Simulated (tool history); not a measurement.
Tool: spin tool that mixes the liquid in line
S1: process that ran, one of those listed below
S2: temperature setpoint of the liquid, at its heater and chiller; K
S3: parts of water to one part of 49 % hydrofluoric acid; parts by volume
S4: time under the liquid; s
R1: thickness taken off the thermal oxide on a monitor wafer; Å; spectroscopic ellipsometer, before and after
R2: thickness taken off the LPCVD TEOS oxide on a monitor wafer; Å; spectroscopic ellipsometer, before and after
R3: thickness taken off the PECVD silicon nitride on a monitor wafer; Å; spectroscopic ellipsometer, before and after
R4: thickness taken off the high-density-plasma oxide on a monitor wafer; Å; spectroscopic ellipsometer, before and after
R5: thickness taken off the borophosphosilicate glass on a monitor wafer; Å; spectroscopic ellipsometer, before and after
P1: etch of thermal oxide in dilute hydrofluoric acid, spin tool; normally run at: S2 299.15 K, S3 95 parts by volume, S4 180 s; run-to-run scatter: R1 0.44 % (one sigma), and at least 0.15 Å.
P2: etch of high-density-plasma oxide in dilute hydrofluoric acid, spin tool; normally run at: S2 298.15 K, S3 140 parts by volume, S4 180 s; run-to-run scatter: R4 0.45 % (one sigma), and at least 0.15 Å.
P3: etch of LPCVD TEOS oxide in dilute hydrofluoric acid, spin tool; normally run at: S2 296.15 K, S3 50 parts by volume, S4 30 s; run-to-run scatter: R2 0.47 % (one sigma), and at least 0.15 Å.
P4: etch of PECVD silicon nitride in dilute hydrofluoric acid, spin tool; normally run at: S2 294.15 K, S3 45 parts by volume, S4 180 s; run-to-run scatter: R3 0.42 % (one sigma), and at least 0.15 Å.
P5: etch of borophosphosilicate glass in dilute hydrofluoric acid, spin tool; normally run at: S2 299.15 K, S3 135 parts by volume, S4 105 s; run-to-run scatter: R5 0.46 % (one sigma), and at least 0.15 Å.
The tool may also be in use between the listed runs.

run   hour  S1      S2   S3   S4       R1      R2       R3       R4       R5
  1    9.2  P1  299.15   95  180  100.490
  2   14.2  P1  294.15  155  180   46.603
  3   21.5  P3  304.15   50   30           466.42
  4   27.5  P4  301.15   45  180                   124.250
  5   33.9  P1  299.15   95   60   32.912
  6   39.3  P2  298.15  140  340                            149.900
  7   48.1  P1  299.15   25  180  417.050
  8   56.5  P2  298.15   25  180                            513.370
  9   66.3  P5  299.15  135  105                                      321.05
 10   73.8  P4  294.15   65  180                    54.501
 11   84.1  P2  298.15  140  180                             78.572
 12   92.9  P3  296.15   50   15           170.73
 13  102.0  P2  298.15  140  180                             78.882
     106.3  -- thermometer replaced
 14  107.8  P3  296.15   90   30           179.41
 15  114.5  P4  294.15   45  180                    77.118
 16  121.3  P1  299.15   95  180  100.500
 17  128.9  P5  291.65  135  105                                      239.44
 18  138.9  P4  294.15   45  265                   114.490
 19  149.3  P3  296.15   50   30           338.75
 20  155.1  P2  303.15  140  180                             94.506
 21  164.6  P1  292.15   95  180   75.008
 22  169.8  P1  299.15   95  180   99.679
 23  176.2  P5  299.15   40  105                                     1231.20
 24  187.0  P1  299.15  155  180   56.424
 25  197.0  P1  304.15   95  180  120.840
 26  206.9  P1  299.15   95  180   99.864
 27  215.9  P5  299.15  135  215                                      657.22
 28  224.6  P1  299.15   95  315  174.860
 29  231.6  P5  299.15  135  105                                      320.97
 30  240.2  P1  299.15   95  180  100.290
 31  250.1  P1  299.15   95  180  101.470
 32  260.3  P1  299.15   95  180  103.700
 33  268.5  P1  299.15   95  180  104.680
 34  273.5  P1  299.15   95  180  104.560
 35  282.3  P1  299.15   95  180  105.440
 36  288.8  P1  299.15   95  180  105.650
 37  296.5  P1  299.15   95  180  105.220
 38  303.4  P1  299.15   95  180  106.160
 39  313.0  P1  299.15   95  180  106.240

What P1 gives has crept away from where it was. These 2 causes fit the log equally well, each at the size given:
A: liquid hotter than its thermometer reads (K) = 1.47
B: hydrofluoric acid flow above the setpoint (%) = 5.21
The creep began at about hour 240.2.

4 check runs are offered, one wafer each, their results left as question marks. Which one tells the causes apart?
check 1  322.6  P3  296.15   50   30       ?
check 2  322.6  P5  299.15  135  105                   ?
check 3  322.6  P4  294.15   45  180           ?
check 4  322.6  P2  298.15  140  180               ?

What each check would give under each cause:
  check  result    if A    if B
check 1      R2  359.30  356.96
check 2      R5  340.36  341.65
check 3      R3  85.839  81.518
check 4      R4  83.367  83.651
How far apart the two closest causes lie, in the result that separates them most: check 1 0.65 %; check 2 0.38 %; check 3 5.17 %; check 4 0.34 %
Only check 3 tells the causes apart: in the others they would give nearly the same result.

Then check 3 was run and gave: R3 85.919 Å. Which cause is it?

It is A: liquid hotter than its thermometer reads (K).
